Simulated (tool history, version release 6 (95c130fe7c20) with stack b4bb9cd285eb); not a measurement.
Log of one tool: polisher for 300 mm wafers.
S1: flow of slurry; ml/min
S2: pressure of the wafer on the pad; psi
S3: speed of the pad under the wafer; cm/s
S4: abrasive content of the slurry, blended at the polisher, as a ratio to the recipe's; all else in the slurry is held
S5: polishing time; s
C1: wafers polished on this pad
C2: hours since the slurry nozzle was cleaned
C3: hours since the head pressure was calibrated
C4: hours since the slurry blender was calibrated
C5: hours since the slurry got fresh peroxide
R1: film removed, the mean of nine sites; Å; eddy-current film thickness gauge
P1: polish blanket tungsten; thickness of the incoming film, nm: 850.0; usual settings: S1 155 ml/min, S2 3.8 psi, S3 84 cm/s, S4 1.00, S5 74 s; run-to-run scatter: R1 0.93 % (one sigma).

run,hour,S1,S2,S3,S4,S5,C1,C2,C3,C4,C5,R1
1,7.2,155,3.8,84,1.00,74,446,373.6,450.9,103.7,125.7,3179.1
2,14.3,155,3.8,84,1.00,42,505,380.7,458.0,110.8,132.8,1808.6
3,22.7,155,3.8,84,1.00,74,574,389.1,466.4,119.2,141.2,3187.6
4,28.2,155,3.8,84,1.00,94,620,394.6,471.9,124.7,146.7,4032.7
5,37.3,155,3.8,84,0.70,74,695,403.7,481.0,133.8,155.8,2962.7
6,46.5,155,3.8,84,1.00,74,771,412.9,490.2,143.0,165.0,3212.4
7,53.4,155,3.8,122,1.00,74,828,419.8,497.1,149.9,171.9,4602.0
8,58.3,155,3.8,84,1.00,74,868,424.7,502.0,154.8,176.8,3206.4
9,67.5,235,3.8,84,1.00,74,944,433.9,511.2,164.0,186.0,3364.7
10,76.8,155,3.8,84,1.00,74,1021,443.2,520.5,173.3,195.3,3206.0
11,82.0,155,3.8,56,1.00,74,1064,448.4,525.7,178.5,200.5,2109.0
12,86.3,95,3.8,84,1.00,74,1100,452.7,530.0,182.8,204.8,2881.3
13,93.0,155,5.9,84,1.00,74,1155,459.4,536.7,189.5,211.5,4940.2
14,100.7,155,3.8,84,1.00,74,1219,467.1,544.4,197.2,219.2,3142.9
15,106.0,155,2.3,84,1.00,74,1262,472.4,549.7,202.5,224.5,1956.2
16,111.7,155,3.8,84,1.25,74,1309,478.1,555.4,208.2,230.2,3339.5
17,117.1,155,3.8,118,0.80,74,1354,483.5,560.8,213.6,235.6,4237.9
18,124.8,155,3.8,84,1.00,74,1418,491.2,568.5,221.3,243.3,3200.9
19,133.2,155,3.8,84,1.00,74,1487,499.6,576.9,229.7,251.7,3062.3
20,138.2,155,3.8,84,1.00,74,1528,504.6,581.9,234.7,256.7,3027.3
# hour 144.3: head pressure recalibrated
21,144.9,155,3.8,84,1.00,74,1584,511.3,0.6,241.4,263.4,2936.6
# hour 152.7: worn pad replaced by a new one
# hour 152.7: slurry blender recalibrated
22,153.9,155,3.8,84,1.00,74,10,520.3,9.6,1.2,272.4,2926.6
23,159.9,155,3.8,84,1.00,74,59,526.3,15.6,7.2,278.4,2862.8
24,168.8,155,3.8,84,1.00,74,133,535.2,24.5,16.1,287.3,2881.3

What P1 gives has crept away from where it was. These 2 causes fit the log equally well, each at the size given:
A: slurry flow missing at the pad, % = 38.8
B: peroxide lost from the slurry, % = 23.2
The creep began at about hour 124.8.
Why every other cause is out:
removal rate lost through wear of the pad, %: serviced at hour 152.7, which brought nothing back
head's pressure below its setpoint, %: serviced at hour 144.3, which brought nothing back
abrasive missing from the slurry, %: serviced at hour 152.7, which brought nothing back

4 check runs are offered, each on 5 wafers whose results are averaged, their results left as question marks. Which one tells the causes apart?
check 1,177.7,155,3.8,104,1.00,42,,,,,,?
check 2,177.7,155,3.8,104,1.00,74,,,,,,?
check 3,177.7,230,3.8,84,1.00,74,,,,,,?
check 4,177.7,155,3.8,84,0.75,74,,,,,,?

What each check would give under each cause:
check,result,if A,if B
check 1,R1,2021.4,2021.4
check 2,R1,3561.5,3561.5
check 3,R1,3137.2,3039.9
check 4,R1,2690.0,2689.9
How far apart the two closest causes lie, in the result that separates them most: check 1 0 %; check 2 0 %; check 3 3.15 %; check 4 0 %
Only check 3 tells the causes apart: in the others they would give nearly the same result.

Check 3 was then run and gave: R1 3112.0 Å. Which cause is it?

It is A: slurry flow missing at the pad, %.

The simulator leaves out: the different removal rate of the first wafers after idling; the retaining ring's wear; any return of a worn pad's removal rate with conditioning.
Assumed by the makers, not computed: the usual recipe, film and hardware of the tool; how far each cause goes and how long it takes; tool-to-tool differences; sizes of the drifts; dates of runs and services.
